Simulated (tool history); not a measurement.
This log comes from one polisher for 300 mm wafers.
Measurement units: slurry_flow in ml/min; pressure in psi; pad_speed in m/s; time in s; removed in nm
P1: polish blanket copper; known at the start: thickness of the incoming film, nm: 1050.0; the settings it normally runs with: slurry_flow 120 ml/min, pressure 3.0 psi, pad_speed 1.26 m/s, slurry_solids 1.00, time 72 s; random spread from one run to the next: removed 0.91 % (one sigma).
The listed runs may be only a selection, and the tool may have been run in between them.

run 1 day=0.642 | slurry_flow=120 pressure=3.0 pad_speed=1.26 slurry_solids=1.00 time=72 | removed=285.91
run 2 day=1.112 | slurry_flow=120 pressure=3.0 pad_speed=1.26 slurry_solids=0.65 time=72 | removed=262.94
run 3 day=1.412 | slurry_flow=120 pressure=1.4 pad_speed=1.26 slurry_solids=1.00 time=72 | removed=134.50
run 4 day=1.804 | slurry_flow=175 pressure=3.0 pad_speed=1.26 slurry_solids=1.00 time=72 | removed=307.81
run 5 day=2.167 | slurry_flow=120 pressure=3.0 pad_speed=0.94 slurry_solids=1.00 time=72 | removed=216.53
run 6 day=2.488 | slurry_flow=120 pressure=3.0 pad_speed=1.82 slurry_solids=1.00 time=72 | removed=416.09
run 7 day=3.025 | slurry_flow=120 pressure=3.0 pad_speed=1.26 slurry_solids=1.00 time=72 | removed=288.83
run 8 day=3.458 | slurry_flow=120 pressure=3.0 pad_speed=1.26 slurry_solids=1.00 time=72 | removed=286.49
run 9 day=3.962 | slurry_flow=70 pressure=3.0 pad_speed=1.26 slurry_solids=1.00 time=72 | removed=251.47
run 10 day=4.433 | slurry_flow=120 pressure=4.5 pad_speed=1.26 slurry_solids=1.00 time=39 | removed=237.83
run 11 day=5.008 | slurry_flow=155 pressure=1.8 pad_speed=1.26 slurry_solids=1.00 time=72 | removed=181.76
run 12 day=5.650 | slurry_flow=120 pressure=3.0 pad_speed=1.26 slurry_solids=1.00 time=72 | removed=283.48
-- day=6.029 head pressure recalibrated
run 13 day=6.262 | slurry_flow=120 pressure=3.0 pad_speed=1.26 slurry_solids=1.00 time=72 | removed=288.84

Run 14 has not been measured yet. What should we expect?
run 14 day=6.904 | slurry_flow=120 pressure=3.0 pad_speed=1.26 slurry_solids=1.40 time=72 | removed=?

removed: 305.89 nm
